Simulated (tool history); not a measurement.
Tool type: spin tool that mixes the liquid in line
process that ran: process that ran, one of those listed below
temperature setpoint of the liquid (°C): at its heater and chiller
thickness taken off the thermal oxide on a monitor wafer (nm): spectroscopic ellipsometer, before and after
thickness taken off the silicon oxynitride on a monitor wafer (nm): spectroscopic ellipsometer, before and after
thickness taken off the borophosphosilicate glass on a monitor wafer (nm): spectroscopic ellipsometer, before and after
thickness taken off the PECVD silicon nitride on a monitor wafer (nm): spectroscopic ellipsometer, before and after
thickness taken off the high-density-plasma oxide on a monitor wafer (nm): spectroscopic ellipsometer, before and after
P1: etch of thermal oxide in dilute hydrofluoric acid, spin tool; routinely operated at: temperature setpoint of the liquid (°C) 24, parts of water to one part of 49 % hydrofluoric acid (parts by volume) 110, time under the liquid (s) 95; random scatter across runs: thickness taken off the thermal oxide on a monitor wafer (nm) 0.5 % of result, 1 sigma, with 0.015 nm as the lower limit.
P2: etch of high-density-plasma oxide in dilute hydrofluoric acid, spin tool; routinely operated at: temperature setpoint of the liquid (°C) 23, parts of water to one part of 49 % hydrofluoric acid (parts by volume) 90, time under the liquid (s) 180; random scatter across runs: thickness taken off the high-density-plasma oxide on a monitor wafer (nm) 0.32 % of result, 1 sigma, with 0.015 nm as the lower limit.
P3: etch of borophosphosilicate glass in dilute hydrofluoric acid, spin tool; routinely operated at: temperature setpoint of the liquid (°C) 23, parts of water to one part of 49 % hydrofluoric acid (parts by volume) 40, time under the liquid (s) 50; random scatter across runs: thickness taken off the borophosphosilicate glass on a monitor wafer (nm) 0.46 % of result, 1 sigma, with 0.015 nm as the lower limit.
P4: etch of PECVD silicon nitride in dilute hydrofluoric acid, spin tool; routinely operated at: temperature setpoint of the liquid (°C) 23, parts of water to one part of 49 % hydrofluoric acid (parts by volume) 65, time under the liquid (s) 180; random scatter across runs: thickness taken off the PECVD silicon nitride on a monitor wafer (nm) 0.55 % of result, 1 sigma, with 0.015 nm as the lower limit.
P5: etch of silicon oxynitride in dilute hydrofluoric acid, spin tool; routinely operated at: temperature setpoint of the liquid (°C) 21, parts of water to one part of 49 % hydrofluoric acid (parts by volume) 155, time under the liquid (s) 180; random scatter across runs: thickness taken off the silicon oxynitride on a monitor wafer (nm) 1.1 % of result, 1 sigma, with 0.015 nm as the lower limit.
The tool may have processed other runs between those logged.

run	day	process that ran	temperature setpoint of the liquid (°C)	parts of water to one part of 49 % hydrofluoric acid (parts by volume)	time under the liquid (s)	hours since the thermometer was replaced	hours since the hydrofluoric acid flow meter was replaced	thickness taken off the thermal oxide on a monitor wafer (nm)	thickness taken off the silicon oxynitride on a monitor wafer (nm)	thickness taken off the borophosphosilicate glass on a monitor wafer (nm)	thickness taken off the PECVD silicon nitride on a monitor wafer (nm)	thickness taken off the high-density-plasma oxide on a monitor wafer (nm)
1	0.346	P1	24	110	95	1023.8	1342.3	4.1748				
2	0.746	P1	24	110	95	1033.4	1351.9	4.1875				
3	1.071	P5	27.5	155	180	1041.2	1359.7		2.7201			
4	1.512	P3	23	40	100	1051.8	1370.3			103.37		
5	1.792	P3	17	40	50	1058.5	1377			39.52		
6	2.079	P5	21	25	180	1065.4	1383.9		13.89			
7	2.575	P1	24	110	145	1077.3	1395.8	6.33				
8	2.933	P5	21	155	275	1085.9	1404.4		3.1362			
9	3.242	P3	23	40	50	1093.3	1411.8			51.529		
10	3.742	P1	24	170	95	1105.3	1423.8	2.5265				
11	4.067	P1	24	70	95	1113.1	1431.6	6.8736				
12	4.458	P1	24	110	45	1122.5	1441	1.9973				
13	4.725	P1	28.5	150	95	1128.9	1447.4	3.4355				
14	5.229	P4	23	65	55	1141	1459.5				2.3458	
15	5.625	P2	23	90	295	1150.5	1469					16.523
16	6.083	P1	24	110	95	1161.5	1480	4.2003				
17	6.358	P1	20	165	95	1168.1	1486.6	2.231				
18	6.754	P4	18.5	65	180	1177.6	1496.1				5.6889	
19	7.021	P1	24	110	95	1184	1502.5	4.1344				
20	7.471	P2	17	90	180	1194.8	1513.3					7.8824
21	7.783	P4	23	95	180	1202.3	1520.8				5.2518	
22	8.104	P2	23	30	180	1210	1528.5					32.659
23	8.571	P1	20	200	95	1221.2	1539.7	1.7704				
24	8.825	P4	23	65	180	1227.3	1545.8				7.723	
25	9.3	P2	23	90	180	1238.7	1557.2					9.9717
26	9.712	P1	19.5	110	95	1248.6	1567.1	3.4961				
27	9.992	P3	23	20	50	1255.3	1573.8			105.35		
28	10.25	P1	29.5	110	95	1261.5	1580	5.1927				
# day 10.658: thermometer replaced
29	10.658	P4	23	65	180	0.1	1589.8				7.6503	
30	10.904	P1	24	110	95	6	1595.7	4.1808				
31	11.429	P1	24	110	95	18.6	1608.3	4.1881				
32	11.671	P5	21	155	180	24.4	1614.1		1.9945			
33	12	P2	23	90	180	32.3	1622					10.033
34	12.475	P1	24	110	95	43.7	1633.4	4.2416				
35	12.95	P1	24	110	95	55.1	1644.8	4.3993				
36	13.288	P1	24	110	95	63.2	1652.9	4.3622				
37	13.625	P1	24	110	95	71.3	1661	4.447				
38	14.146	P1	24	110	95	83.8	1673.5	4.4592				
39	14.375	P1	24	110	95	89.3	1679	4.469				
40	14.842	P1	24	110	95	100.5	1690.2	4.4872				
41	15.1	P1	24	110	95	106.7	1696.4	4.4842				

What P1 gives has crept off from where it sat before. The 2 causes that follow fit the log equally well, each at the size noted:
A: hydrofluoric acid flow above the setpoint (%) = 6.33
B: liquid hotter than its thermometer reads (K) = 1.78
The drift started at roughly day 12.475.

Which of the 4 check runs listed below separates the causes, so that each cause would produce a clearly different result? Each run uses one wafer, and its results are marked with question marks.
check 1	15.358	P2	23	90	180							?
check 2	15.358	P4	23	65	180						?	
check 3	15.358	P3	23	40	50					?		
check 4	15.358	P5	21	155	180				?			

Outcome of each check run for each possible cause:
check	result	if A	if B
check 1	thickness taken off the high-density-plasma oxide on a monitor wafer (nm)	10.757	10.791
check 2	thickness taken off the PECVD silicon nitride on a monitor wafer (nm)	8.1634	8.6604
check 3	thickness taken off the borophosphosilicate glass on a monitor wafer (nm)	54.779	55.3
check 4	thickness taken off the silicon oxynitride on a monitor wafer (nm)	2.1643	2.1972
Per check, the gap between the least separated pair of causes, taken in the result that splits them most: check 1 0.32 %; check 2 5.91 %; check 3 0.95 %; check 4 1.51 %
Check 2 is the one run that separates the causes; every other check would come out nearly the same whichever cause is at work.

With check 2 done, the readings were: thickness taken off the PECVD silicon nitride on a monitor wafer (nm) 8.1476. Identify which of the listed causes applies.

It is A: hydrofluoric acid flow above the setpoint (%).
